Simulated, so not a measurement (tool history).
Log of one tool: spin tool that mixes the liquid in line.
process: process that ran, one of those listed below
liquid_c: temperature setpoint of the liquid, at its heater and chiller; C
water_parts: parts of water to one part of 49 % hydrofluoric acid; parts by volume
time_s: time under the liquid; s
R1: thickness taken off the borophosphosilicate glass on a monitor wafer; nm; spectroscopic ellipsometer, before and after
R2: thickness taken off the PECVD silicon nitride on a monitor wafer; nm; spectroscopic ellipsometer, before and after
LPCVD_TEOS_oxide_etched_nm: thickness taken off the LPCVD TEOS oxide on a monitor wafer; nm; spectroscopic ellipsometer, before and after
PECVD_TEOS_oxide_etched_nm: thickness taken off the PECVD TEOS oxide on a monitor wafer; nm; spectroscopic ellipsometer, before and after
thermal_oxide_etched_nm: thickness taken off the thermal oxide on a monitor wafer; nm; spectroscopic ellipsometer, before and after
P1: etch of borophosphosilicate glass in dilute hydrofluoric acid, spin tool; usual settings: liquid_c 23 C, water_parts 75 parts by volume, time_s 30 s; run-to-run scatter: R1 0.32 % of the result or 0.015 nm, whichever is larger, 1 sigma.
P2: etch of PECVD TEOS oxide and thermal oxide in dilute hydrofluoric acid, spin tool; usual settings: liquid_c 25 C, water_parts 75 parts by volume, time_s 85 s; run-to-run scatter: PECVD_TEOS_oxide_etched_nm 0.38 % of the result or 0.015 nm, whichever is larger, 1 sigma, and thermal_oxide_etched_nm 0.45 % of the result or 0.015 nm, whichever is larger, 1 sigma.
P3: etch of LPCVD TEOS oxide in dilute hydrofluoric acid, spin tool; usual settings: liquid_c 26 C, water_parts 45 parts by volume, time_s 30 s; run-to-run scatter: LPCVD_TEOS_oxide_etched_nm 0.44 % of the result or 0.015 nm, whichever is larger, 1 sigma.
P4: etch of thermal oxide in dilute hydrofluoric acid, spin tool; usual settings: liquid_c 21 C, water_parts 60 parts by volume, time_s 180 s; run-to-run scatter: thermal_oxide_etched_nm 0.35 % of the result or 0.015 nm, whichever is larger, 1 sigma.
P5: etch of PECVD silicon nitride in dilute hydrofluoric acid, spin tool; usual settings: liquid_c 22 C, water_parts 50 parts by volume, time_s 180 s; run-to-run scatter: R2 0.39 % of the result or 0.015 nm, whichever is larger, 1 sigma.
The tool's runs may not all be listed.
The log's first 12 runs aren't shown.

run 13 hour=148.4 | process=P1 liquid_c=23 water_parts=75 time_s=30 | R1=15.261
run 14 hour=161 | process=P4 liquid_c=21 water_parts=20 time_s=180 | thermal_oxide_etched_nm=41.965
run 15 hour=170 | process=P1 liquid_c=23 water_parts=75 time_s=30 | R1=15.252
run 16 hour=178.3 | process=P4 liquid_c=21 water_parts=60 time_s=330 | thermal_oxide_etched_nm=24.441
run 17 hour=186.7 | process=P5 liquid_c=22 water_parts=50 time_s=180 | R2=9.6612
run 18 hour=199.9 | process=P1 liquid_c=23 water_parts=115 time_s=55 | R1=17.395
run 19 hour=214.4 | process=P4 liquid_c=21 water_parts=60 time_s=180 | thermal_oxide_etched_nm=13.343
run 20 hour=229.3 | process=P2 liquid_c=25 water_parts=75 time_s=85 | PECVD_TEOS_oxide_etched_nm=31.712 thermal_oxide_etched_nm=5.8741
run 21 hour=239.9 | process=P3 liquid_c=30.5 water_parts=45 time_s=30 | LPCVD_TEOS_oxide_etched_nm=50.219
run 22 hour=248.7 | process=P1 liquid_c=23 water_parts=75 time_s=15 | R1=7.5998
run 23 hour=258 | process=P2 liquid_c=17 water_parts=75 time_s=85 | PECVD_TEOS_oxide_etched_nm=22.756 thermal_oxide_etched_nm=4.2202
run 24 hour=271.3 | process=P2 liquid_c=25 water_parts=20 time_s=85 | PECVD_TEOS_oxide_etched_nm=127.4 thermal_oxide_etched_nm=23.786
run 25 hour=284.4 | process=P1 liquid_c=17.5 water_parts=75 time_s=50 | R1=20.12
run 26 hour=292.3 | process=P1 liquid_c=23 water_parts=75 time_s=55 | R1=28.03
run 27 hour=302.8 | process=P1 liquid_c=23 water_parts=45 time_s=30 | R1=26.471
-- hour=303.4 thermometer replaced
run 28 hour=311.2 | process=P1 liquid_c=30.5 water_parts=75 time_s=30 | R1=20.519
run 29 hour=320.6 | process=P3 liquid_c=26 water_parts=45 time_s=15 | LPCVD_TEOS_oxide_etched_nm=21.229
run 30 hour=335.2 | process=P2 liquid_c=25 water_parts=75 time_s=85 | PECVD_TEOS_oxide_etched_nm=31.845 thermal_oxide_etched_nm=5.8671
run 31 hour=343.7 | process=P1 liquid_c=23 water_parts=75 time_s=30 | R1=15.291

Run 32 comes next. What will it give?
run 32 hour=353.2 | process=P3 liquid_c=26 water_parts=45 time_s=30 | LPCVD_TEOS_oxide_etched_nm=?

{"run 32": {"LPCVD_TEOS_oxide_etched_nm": 42.155}}

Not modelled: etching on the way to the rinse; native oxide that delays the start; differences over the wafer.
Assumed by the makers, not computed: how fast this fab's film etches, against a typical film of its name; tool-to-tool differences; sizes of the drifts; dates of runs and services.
